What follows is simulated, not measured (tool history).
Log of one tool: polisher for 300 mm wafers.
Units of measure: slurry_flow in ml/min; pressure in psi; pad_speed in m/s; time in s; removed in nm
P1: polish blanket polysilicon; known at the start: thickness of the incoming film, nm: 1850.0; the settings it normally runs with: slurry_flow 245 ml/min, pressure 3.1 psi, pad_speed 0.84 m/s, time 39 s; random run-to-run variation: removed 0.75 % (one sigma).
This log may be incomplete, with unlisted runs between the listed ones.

run	hour	slurry_flow	pressure	pad_speed	time	wafers polished on this pad	hours since the slurry nozzle was cleaned	hours since the head pressure was calibrated	removed
1	10.5	245	3.1	0.84	39	593	259.2	243.0	341.55
2	17.1	145	3.1	0.84	39	682	265.8	249.6	316.58
3	23.8	340	3.1	0.84	39	772	272.5	256.3	349.12
4	35.3	245	4.9	0.84	39	927	284.0	267.8	539.01
5	47.3	335	3.1	1.22	39	1088	296.0	279.8	514.34
6	54.5	245	3.1	0.84	39	1185	303.2	287.0	343.09
# hour 55.7: head pressure recalibrated
7	61.1	245	1.7	0.84	39	1273	309.8	5.5	188.40
8	69.1	245	3.1	0.84	27	1381	317.8	13.5	237.46
9	74.4	245	3.1	0.84	39	1452	323.1	18.8	338.31
10	81.4	245	3.1	0.50	56	1546	330.1	25.8	292.08
11	87.3	245	3.1	0.52	39	1625	336.0	31.7	211.89
12	92.8	245	3.1	0.84	39	1699	341.5	37.2	336.18
13	104.3	245	3.1	0.84	39	1854	353.0	48.7	336.68
14	110.6	245	3.1	0.84	49	1938	359.3	55.0	428.12
15	118.7	175	3.1	0.84	53	2047	367.4	63.1	446.32
16	125.1	245	3.1	0.84	39	2133	373.8	69.5	339.55
17	133.8	245	3.1	1.14	39	2250	382.5	78.2	463.13
18	141.8	245	3.1	0.84	39	2357	390.5	86.2	335.57
19	147.8	245	3.1	0.84	39	2438	396.5	92.2	336.12
20	154.7	245	3.1	0.84	39	2531	403.4	99.1	326.32
21	162.4	245	3.1	0.84	39	2634	411.1	106.8	323.30
# hour 164.7: head pressure recalibrated
22	172.3	245	3.1	0.84	39	2767	421.0	7.7	322.93
23	178.0	245	3.1	0.84	39	2844	426.7	13.4	314.68
24	184.1	245	3.1	0.84	39	2926	432.8	19.5	316.81
25	195.1	245	3.1	0.84	39	3073	443.8	30.5	316.74

The log shows P1 creeping away from where it was. Any of the 2 causes listed here, at the size stated for it, fits the log just as well as the others:
A: slurry flow missing at the pad, % = 37.8
B: removal rate lost through wear of the pad, % = 6.29
The process output started creeping at around hour 141.8.
Ruled out, with reasons:
head's pressure below its setpoint, %: its service at hour 164.7 followed the start of the drift and did not put the process back to its old value

Below are 4 check runs, each averaged over 5 wafers, with their results shown as question marks. Which of them would give clearly different results depending on which cause is behind the drift?
check 1	206.1	245	2.2	0.52	39				?
check 2	206.1	175	3.1	0.84	39				?
check 3	206.1	245	4.2	0.84	39				?
check 4	206.1	245	4.5	0.62	39				?

Expected result of each check under each candidate cause:
check	result	if A	if B
check 1	removed	140.24	140.24
check 2	removed	298.61	305.79
check 3	removed	432.49	432.49
check 4	removed	342.02	342.02
Gap, in per cent, between the two causes that each check separates least, read from the result that separates them most: check 1 0 %; check 2 2.38 %; check 3 0 %; check 4 0 %
Check 2 is the one run that separates the causes; every other check would come out nearly the same whichever cause is at work.

The results of check 2 are: removed 298.07 nm. Based on these, which of the listed causes is it?

It is A: slurry flow missing at the pad, %.
